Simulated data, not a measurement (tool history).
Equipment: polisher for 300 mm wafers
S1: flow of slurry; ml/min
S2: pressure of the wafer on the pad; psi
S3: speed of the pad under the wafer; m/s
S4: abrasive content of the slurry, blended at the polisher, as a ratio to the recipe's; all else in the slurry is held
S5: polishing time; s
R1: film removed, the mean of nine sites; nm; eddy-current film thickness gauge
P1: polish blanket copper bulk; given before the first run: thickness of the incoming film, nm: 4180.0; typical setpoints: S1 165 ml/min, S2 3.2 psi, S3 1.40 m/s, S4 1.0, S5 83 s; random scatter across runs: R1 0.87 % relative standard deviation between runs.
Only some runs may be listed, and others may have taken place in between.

{"run": 1, "hour": 10.4, "S1": 165, "S2": 3.2, "S3": 1.4, "S4": 1.0, "S5": 83, "R1": 971.08}
{"run": 2, "hour": 22.5, "S1": 165, "S2": 3.2, "S3": 1.4, "S4": 1.0, "S5": 123, "R1": 1454.3}
{"run": 3, "hour": 33.3, "S1": 100, "S2": 3.2, "S3": 1.4, "S4": 1.0, "S5": 39, "R1": 414.17}
{"run": 4, "hour": 40.9, "S1": 165, "S2": 3.2, "S3": 1.4, "S4": 1.5, "S5": 83, "R1": 1078.0}
{"run": 5, "hour": 52.2, "S1": 165, "S2": 3.2, "S3": 0.64, "S4": 1.0, "S5": 83, "R1": 448.01}
{"run": 6, "hour": 57.6, "S1": 165, "S2": 3.2, "S3": 1.4, "S4": 1.0, "S5": 83, "R1": 990.46}
{"run": 7, "hour": 67.7, "S1": 165, "S2": 3.2, "S3": 1.4, "S4": 0.7, "S5": 83, "R1": 905.13}
{"run": 8, "hour": 76.2, "S1": 100, "S2": 3.2, "S3": 1.4, "S4": 1.0, "S5": 83, "R1": 897.25}
{"run": 9, "hour": 84.0, "S1": 165, "S2": 3.2, "S3": 2.1, "S4": 1.0, "S5": 83, "R1": 1465.8}
{"run": 10, "hour": 94.3, "S1": 165, "S2": 3.2, "S3": 1.4, "S4": 1.0, "S5": 83, "R1": 982.26}
{"run": 11, "hour": 105.8, "S1": 165, "S2": 3.2, "S3": 1.4, "S4": 1.0, "S5": 44, "R1": 517.75}
{"run": 12, "hour": 113.6, "S1": 245, "S2": 3.2, "S3": 1.4, "S4": 1.0, "S5": 83, "R1": 1015.9}
{"run": 13, "hour": 123.3, "S1": 165, "S2": 4.9, "S3": 1.4, "S4": 1.0, "S5": 83, "R1": 1470.1}
{"run": 14, "hour": 133.1, "S1": 165, "S2": 4.7, "S3": 1.86, "S4": 1.0, "S5": 83, "R1": 1891.9}
{"hour": 135.5, "done": "worn pad replaced by a new one"}
{"run": 15, "hour": 140.2, "S1": 165, "S2": 1.6, "S3": 1.4, "S4": 1.0, "S5": 83, "R1": 488.9}
{"run": 16, "hour": 146.9, "S1": 165, "S2": 3.2, "S3": 1.4, "S4": 1.0, "S5": 83, "R1": 984.11}
{"run": 17, "hour": 154.0, "S1": 165, "S2": 3.2, "S3": 1.4, "S4": 1.0, "S5": 83, "R1": 958.21}
{"run": 18, "hour": 160.3, "S1": 165, "S2": 3.2, "S3": 1.4, "S4": 1.0, "S5": 83, "R1": 953.72}
{"run": 19, "hour": 167.1, "S1": 165, "S2": 3.2, "S3": 1.4, "S4": 1.0, "S5": 83, "R1": 935.57}
{"run": 20, "hour": 178.8, "S1": 165, "S2": 3.2, "S3": 1.4, "S4": 1.0, "S5": 83, "R1": 896.28}
{"run": 21, "hour": 189.3, "S1": 165, "S2": 3.2, "S3": 1.4, "S4": 1.0, "S5": 83, "R1": 904.63}
{"hour": 189.8, "done": "worn pad replaced by a new one"}
{"run": 22, "hour": 196.3, "S1": 165, "S2": 3.2, "S3": 1.4, "S4": 1.0, "S5": 83, "R1": 895.23}
{"hour": 206.4, "done": "slurry blender recalibrated"}
{"run": 23, "hour": 207.6, "S1": 165, "S2": 3.2, "S3": 1.4, "S4": 1.0, "S5": 83, "R1": 890.67}
{"run": 24, "hour": 215.3, "S1": 165, "S2": 3.2, "S3": 1.4, "S4": 1.0, "S5": 83, "R1": 870.92}
{"run": 25, "hour": 224.4, "S1": 165, "S2": 3.2, "S3": 1.4, "S4": 1.0, "S5": 83, "R1": 871.95}
{"run": 26, "hour": 230.9, "S1": 165, "S2": 3.2, "S3": 1.4, "S4": 1.0, "S5": 83, "R1": 872.68}
{"run": 27, "hour": 241.3, "S1": 165, "S2": 3.2, "S3": 1.4, "S4": 1.0, "S5": 83, "R1": 881.18}

Compared with where it was, what P1 gives has crept away. Each cause listed below fits the log as well as the rest, at the size given for it:
A: slurry flow missing at the pad, % = 39.8
B: head's pressure below its setpoint, % = 9.7
The process output started creeping at around hour 154.0.
All other causes, with the reason each is excluded:
removal rate lost through wear of the pad, %: serviced at hour 189.8, which brought nothing back
abrasive missing from the slurry, %: serviced at hour 206.4, which brought nothing back

4 check runs are offered, each on 3 wafers whose results are averaged, their results left as question marks. Which one tells the causes apart?
{"run": "check 1", "hour": 251.7, "S1": 165, "S2": 3.2, "S3": 0.76, "S4": 1.0, "S5": 83, "R1": "?"}
{"run": "check 2", "hour": 251.7, "S1": 115, "S2": 4.8, "S3": 1.4, "S4": 1.0, "S5": 83, "R1": "?"}
{"run": "check 3", "hour": 251.7, "S1": 165, "S2": 4.6, "S3": 1.4, "S4": 1.0, "S5": 53, "R1": "?"}
{"run": "check 4", "hour": 251.7, "S1": 165, "S2": 3.2, "S3": 0.98, "S4": 1.0, "S5": 121, "R1": "?"}

What each check would give under each cause:
check=check_1 result=R1 if_A=477.73 if_B=477.68
check=check_2 result=R1 if_A=1187.30 if_B=1233.70
check=check_3 result=R1 if_A=807.80 if_B=807.72
check=check_4 result=R1 if_A=898.05 if_B=897.96
Separation of the two closest causes in each check, using whichever result separates them best: check 1 0.01 %; check 2 3.83 %; check 3 0.01 %; check 4 0.01 %
The causes can be told apart only by check 2. The other checks would give nearly the same results under each of them.

Check 2 was then run and gave: R1 1237.50 nm. Which cause is it?

The cause is B: head's pressure below its setpoint, %.

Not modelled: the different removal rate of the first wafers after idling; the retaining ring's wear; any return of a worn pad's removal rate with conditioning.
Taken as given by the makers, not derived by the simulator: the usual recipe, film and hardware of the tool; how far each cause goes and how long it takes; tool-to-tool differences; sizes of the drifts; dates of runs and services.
